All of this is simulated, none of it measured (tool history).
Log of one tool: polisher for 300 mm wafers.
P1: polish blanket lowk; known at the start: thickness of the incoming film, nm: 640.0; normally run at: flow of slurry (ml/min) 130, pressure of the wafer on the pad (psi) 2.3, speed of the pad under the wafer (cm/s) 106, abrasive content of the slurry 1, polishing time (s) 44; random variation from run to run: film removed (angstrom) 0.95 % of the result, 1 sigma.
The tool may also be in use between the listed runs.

| run | day | flow of slurry (ml/min) | pressure of the wafer on the pad (psi) | speed of the pad under the wafer (cm/s) | abrasive content of the slurry | polishing time (s) | wafers polished on this pad | hours since the slurry nozzle was cleaned | hours since the head pressure was calibrated | hours since the slurry blender was calibrated | hours since the conditioning disc was replaced | film removed (angstrom) |
|---|---|---|---|---|---|---|---|---|---|---|---|---|
| 1 | 0.158 | 130 | 2.3 | 106 | 1 | 44 | 1029 | 206 | 165.1 | 43 | 348.1 | 226.59 |
| 2 | 0.342 | 200 | 2.3 | 106 | 1 | 44 | 1092 | 210.4 | 169.5 | 47.4 | 352.5 | 242.51 |
| 3 | 0.538 | 130 | 2.3 | 162 | 1.3 | 44 | 1159 | 215.1 | 174.2 | 52.1 | 357.2 | 352.61 |
| 4 | 0.671 | 130 | 2.3 | 106 | 1 | 44 | 1205 | 218.3 | 177.4 | 55.3 | 360.4 | 226.2 |
| 5 | 0.833 | 130 | 2.3 | 106 | 1 | 62 | 1260 | 222.2 | 181.3 | 59.2 | 364.3 | 321.71 |
| 6 | 0.929 | 130 | 2.3 | 158 | 1 | 44 | 1293 | 224.5 | 183.6 | 61.5 | 366.6 | 307.92 |
| 7 | 1.062 | 130 | 2.3 | 106 | 1.45 | 44 | 1339 | 227.7 | 186.8 | 64.7 | 369.8 | 262.05 |
| 8 | 1.196 | 90 | 2.3 | 106 | 1 | 44 | 1385 | 230.9 | 190 | 67.9 | 373 | 205.44 |
| 9 | 1.317 | 130 | 2.3 | 106 | 1 | 44 | 1426 | 233.8 | 192.9 | 70.8 | 375.9 | 226.02 |
| 10 | 1.508 | 130 | 2.3 | 48 | 1 | 44 | 1492 | 238.4 | 197.5 | 75.4 | 380.5 | 119.64 |
| 11 | 1.608 | 130 | 3.1 | 106 | 1 | 44 | 1526 | 240.8 | 199.9 | 77.8 | 382.9 | 304.34 |
| 12 | 1.746 | 130 | 2.3 | 106 | 1 | 44 | 1573 | 244.1 | 203.2 | 81.1 | 386.2 | 223.83 |
| 13 | 1.904 | 130 | 2.3 | 106 | 0.55 | 44 | 1627 | 247.9 | 207 | 84.9 | 390 | 163.97 |
| 14 | 2.042 | 130 | 2.3 | 106 | 1 | 20 | 1674 | 251.2 | 210.3 | 88.2 | 393.3 | 103.18 |
| 15 | 2.138 | 130 | 1 | 106 | 1 | 44 | 1707 | 253.5 | 212.6 | 90.5 | 395.6 | 96.453 |
| 16 | 2.304 | 130 | 1.3 | 106 | 1 | 30 | 1764 | 257.5 | 216.6 | 94.5 | 399.6 | 85.571 |
| 17 | 2.417 | 130 | 2.3 | 106 | 1 | 44 | 1803 | 260.2 | 219.3 | 97.2 | 402.3 | 226.95 |
| 18 | 2.5 | 130 | 2.3 | 106 | 1 | 44 | 1831 | 262.2 | 221.3 | 99.2 | 404.3 | 224.99 |
| 19 | 2.608 | 130 | 2.3 | 106 | 1 | 44 | 1869 | 264.8 | 223.9 | 101.8 | 406.9 | 217.29 |
| 20 | 2.708 | 130 | 2.3 | 106 | 1 | 44 | 1903 | 267.2 | 226.3 | 104.2 | 409.3 | 215.7 |

Forecast run 21:
| 21 | 2.85 | 130 | 2.3 | 106 | 1 | 44 | 1951 | 270.6 | 229.7 | 107.6 | 412.7 | ? |

Run 21 gave film removed (angstrom) 210.83.
